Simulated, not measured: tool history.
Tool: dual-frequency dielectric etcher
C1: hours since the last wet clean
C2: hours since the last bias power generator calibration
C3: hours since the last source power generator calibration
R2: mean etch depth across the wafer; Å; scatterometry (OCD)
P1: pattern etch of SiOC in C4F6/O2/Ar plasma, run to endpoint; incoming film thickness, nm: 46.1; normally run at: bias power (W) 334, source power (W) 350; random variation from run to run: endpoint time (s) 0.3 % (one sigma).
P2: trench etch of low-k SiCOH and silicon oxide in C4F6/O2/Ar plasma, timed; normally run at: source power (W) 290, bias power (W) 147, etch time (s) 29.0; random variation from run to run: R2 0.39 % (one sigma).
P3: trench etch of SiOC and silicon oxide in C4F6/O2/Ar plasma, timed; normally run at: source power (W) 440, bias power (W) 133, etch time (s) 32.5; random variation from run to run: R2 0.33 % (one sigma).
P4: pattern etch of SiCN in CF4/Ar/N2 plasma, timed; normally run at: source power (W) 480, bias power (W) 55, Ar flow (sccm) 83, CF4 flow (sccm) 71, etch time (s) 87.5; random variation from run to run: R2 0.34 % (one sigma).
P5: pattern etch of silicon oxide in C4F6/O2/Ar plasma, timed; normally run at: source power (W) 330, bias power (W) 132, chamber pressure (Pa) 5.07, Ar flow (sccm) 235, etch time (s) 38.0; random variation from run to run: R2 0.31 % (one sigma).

run 1 hour=6.1 | process_that_ran=P1 bias_power_(W)=334 source_power_(W)=350 | C1=221.7 C2=1427.6 C3=505.4 | endpoint_time_(s)=19.064
run 2 hour=10.8 | process_that_ran=P1 bias_power_(W)=334 source_power_(W)=490 | C1=226.4 C2=1432.3 C3=510.1 | endpoint_time_(s)=16.905
run 3 hour=16.8 | process_that_ran=P1 bias_power_(W)=334 source_power_(W)=350 | C1=232.4 C2=1438.3 C3=516.1 | endpoint_time_(s)=19.178
run 4 hour=20.2 | process_that_ran=P4 bias_power_(W)=55 source_power_(W)=480 Ar_flow_(sccm)=83 CF4_flow_(sccm)=71 etch_time_(s)=87.5 | C1=235.8 C2=1441.7 C3=519.5 | R2=743.74
run 5 hour=24.5 | process_that_ran=P3 bias_power_(W)=168 source_power_(W)=440 etch_time_(s)=32.5 | C1=240.1 C2=1446.0 C3=523.8 | R2=650.01
run 6 hour=29.3 | process_that_ran=P3 bias_power_(W)=133 source_power_(W)=440 etch_time_(s)=48.5 | C1=244.9 C2=1450.8 C3=528.6 | R2=902.45
run 7 hour=33.0 | process_that_ran=P2 bias_power_(W)=147 source_power_(W)=220 etch_time_(s)=29.0 | C1=248.6 C2=1454.5 C3=532.3 | R2=651.10
run 8 hour=36.4 | process_that_ran=P1 bias_power_(W)=444 source_power_(W)=350 | C1=252.0 C2=1457.9 C3=535.7 | endpoint_time_(s)=17.247
run 9 hour=40.6 | process_that_ran=P2 bias_power_(W)=147 source_power_(W)=290 etch_time_(s)=35.0 | C1=256.2 C2=1462.1 C3=539.9 | R2=872.25
run 10 hour=43.8 | process_that_ran=P5 bias_power_(W)=132 source_power_(W)=330 Ar_flow_(sccm)=235 etch_time_(s)=38.0 chamber_pressure_(Pa)=3.67 | C1=259.4 C2=1465.3 C3=543.1 | R2=1071.40
run 11 hour=47.7 | process_that_ran=P1 bias_power_(W)=463 source_power_(W)=490 | C1=263.3 C2=1469.2 C3=547.0 | endpoint_time_(s)=15.093
run 12 hour=51.1 | process_that_ran=P5 bias_power_(W)=132 source_power_(W)=200 Ar_flow_(sccm)=235 etch_time_(s)=38.0 chamber_pressure_(Pa)=5.07 | C1=266.7 C2=1472.6 C3=550.4 | R2=840.98
run 13 hour=58.0 | process_that_ran=P2 bias_power_(W)=147 source_power_(W)=290 etch_time_(s)=29.0 | C1=273.6 C2=1479.5 C3=557.3 | R2=725.01
run 14 hour=63.7 | process_that_ran=P4 bias_power_(W)=55 source_power_(W)=330 Ar_flow_(sccm)=83 CF4_flow_(sccm)=71 etch_time_(s)=87.5 | C1=279.3 C2=1485.2 C3=563.0 | R2=535.26
run 15 hour=68.0 | process_that_ran=P1 bias_power_(W)=334 source_power_(W)=350 | C1=283.6 C2=1489.5 C3=567.3 | endpoint_time_(s)=19.167
run 16 hour=71.6 | process_that_ran=P3 bias_power_(W)=133 source_power_(W)=440 etch_time_(s)=32.5 | C1=287.2 C2=1493.1 C3=570.9 | R2=606.78
run 17 hour=78.3 | process_that_ran=P1 bias_power_(W)=468 source_power_(W)=440 | C1=293.9 C2=1499.8 C3=577.6 | endpoint_time_(s)=15.589
run 18 hour=81.9 | process_that_ran=P4 bias_power_(W)=55 source_power_(W)=480 Ar_flow_(sccm)=83 CF4_flow_(sccm)=71 etch_time_(s)=87.5 | C1=297.5 C2=1503.4 C3=581.2 | R2=744.61
run 19 hour=85.7 | process_that_ran=P1 bias_power_(W)=334 source_power_(W)=230 | C1=301.3 C2=1507.2 C3=585.0 | endpoint_time_(s)=22.442
run 20 hour=92.4 | process_that_ran=P2 bias_power_(W)=108 source_power_(W)=290 etch_time_(s)=29.0 | C1=308.0 C2=1513.9 C3=591.7 | R2=660.02
run 21 hour=95.5 | process_that_ran=P4 bias_power_(W)=68 source_power_(W)=480 Ar_flow_(sccm)=83 CF4_flow_(sccm)=71 etch_time_(s)=87.5 | C1=311.1 C2=1517.0 C3=594.8 | R2=800.49
run 22 hour=98.7 | process_that_ran=P4 bias_power_(W)=55 source_power_(W)=480 Ar_flow_(sccm)=83 CF4_flow_(sccm)=71 etch_time_(s)=68.0 | C1=314.3 C2=1520.2 C3=598.0 | R2=580.43
run 23 hour=103.4 | process_that_ran=P5 bias_power_(W)=132 source_power_(W)=330 Ar_flow_(sccm)=153 etch_time_(s)=38.0 chamber_pressure_(Pa)=5.07 | C1=319.0 C2=1524.9 C3=602.7 | R2=1081.70
run 24 hour=108.7 | process_that_ran=P5 bias_power_(W)=159 source_power_(W)=330 Ar_flow_(sccm)=235 etch_time_(s)=38.0 chamber_pressure_(Pa)=5.07 | C1=324.3 C2=1530.2 C3=608.0 | R2=1087.30
run 25 hour=112.8 | process_that_ran=P3 bias_power_(W)=133 source_power_(W)=300 etch_time_(s)=32.5 | C1=328.4 C2=1534.3 C3=612.1 | R2=521.12
run 26 hour=119.6 | process_that_ran=P5 bias_power_(W)=132 source_power_(W)=330 Ar_flow_(sccm)=235 etch_time_(s)=38.0 chamber_pressure_(Pa)=5.07 | C1=335.2 C2=1541.1 C3=618.9 | R2=1031.10
run 27 hour=126.4 | process_that_ran=P1 bias_power_(W)=334 source_power_(W)=350 | C1=342.0 C2=1547.9 C3=625.7 | endpoint_time_(s)=19.184
run 28 hour=130.5 | process_that_ran=P1 bias_power_(W)=334 source_power_(W)=350 | C1=346.1 C2=1552.0 C3=629.8 | endpoint_time_(s)=19.127
run 29 hour=137.3 | process_that_ran=P1 bias_power_(W)=228 source_power_(W)=350 | C1=352.9 C2=1558.8 C3=636.6 | endpoint_time_(s)=21.775
run 30 hour=143.3 | process_that_ran=P1 bias_power_(W)=334 source_power_(W)=350 | C1=358.9 C2=1564.8 C3=642.6 | endpoint_time_(s)=19.146
run 31 hour=147.2 | process_that_ran=P4 bias_power_(W)=55 source_power_(W)=480 Ar_flow_(sccm)=83 CF4_flow_(sccm)=94 etch_time_(s)=87.5 | C1=362.8 C2=1568.7 C3=646.5 | R2=778.30
run 32 hour=150.6 | process_that_ran=P4 bias_power_(W)=55 source_power_(W)=480 Ar_flow_(sccm)=50 CF4_flow_(sccm)=71 etch_time_(s)=87.5 | C1=366.2 C2=1572.1 C3=649.9 | R2=802.95
run 33 hour=155.9 | process_that_ran=P5 bias_power_(W)=132 source_power_(W)=330 Ar_flow_(sccm)=235 etch_time_(s)=21.5 chamber_pressure_(Pa)=5.07 | C1=371.5 C2=1577.4 C3=655.2 | R2=584.80
run 34 hour=159.6 | process_that_ran=P2 bias_power_(W)=147 source_power_(W)=290 etch_time_(s)=29.0 | C1=375.2 C2=1581.1 C3=658.9 | R2=728.96
run 35 hour=162.8 | process_that_ran=P1 bias_power_(W)=334 source_power_(W)=350 | C1=378.4 C2=1584.3 C3=662.1 | endpoint_time_(s)=19.006
run 36 hour=168.6 | process_that_ran=P1 bias_power_(W)=334 source_power_(W)=350 | C1=384.2 C2=1590.1 C3=667.9 | endpoint_time_(s)=19.052
run 37 hour=175.4 | process_that_ran=P1 bias_power_(W)=334 source_power_(W)=350 | C1=391.0 C2=1596.9 C3=674.7 | endpoint_time_(s)=18.877
run 38 hour=181.4 | process_that_ran=P1 bias_power_(W)=334 source_power_(W)=350 | C1=397.0 C2=1602.9 C3=680.7 | endpoint_time_(s)=18.967
run 39 hour=187.5 | process_that_ran=P1 bias_power_(W)=334 source_power_(W)=350 | C1=403.1 C2=1609.0 C3=686.8 | endpoint_time_(s)=18.924
run 40 hour=191.8 | process_that_ran=P1 bias_power_(W)=334 source_power_(W)=350 | C1=407.4 C2=1613.3 C3=691.1 | endpoint_time_(s)=18.883
-- hour=193.0 wet clean of the chamber
run 41 hour=198.7 | process_that_ran=P1 bias_power_(W)=334 source_power_(W)=350 | C1=5.8 C2=1620.2 C3=698.0 | endpoint_time_(s)=18.833
run 42 hour=203.7 | process_that_ran=P1 bias_power_(W)=334 source_power_(W)=350 | C1=10.8 C2=1625.2 C3=703.0 | endpoint_time_(s)=18.892

The next listed run, before its measurement:
run 43 hour=210.3 | process_that_ran=P1 bias_power_(W)=334 source_power_(W)=350 | C1=17.4 C2=1631.8 C3=709.6 | endpoint_time_(s)=?

{"run 43": {"endpoint time (s)": 18.974}}
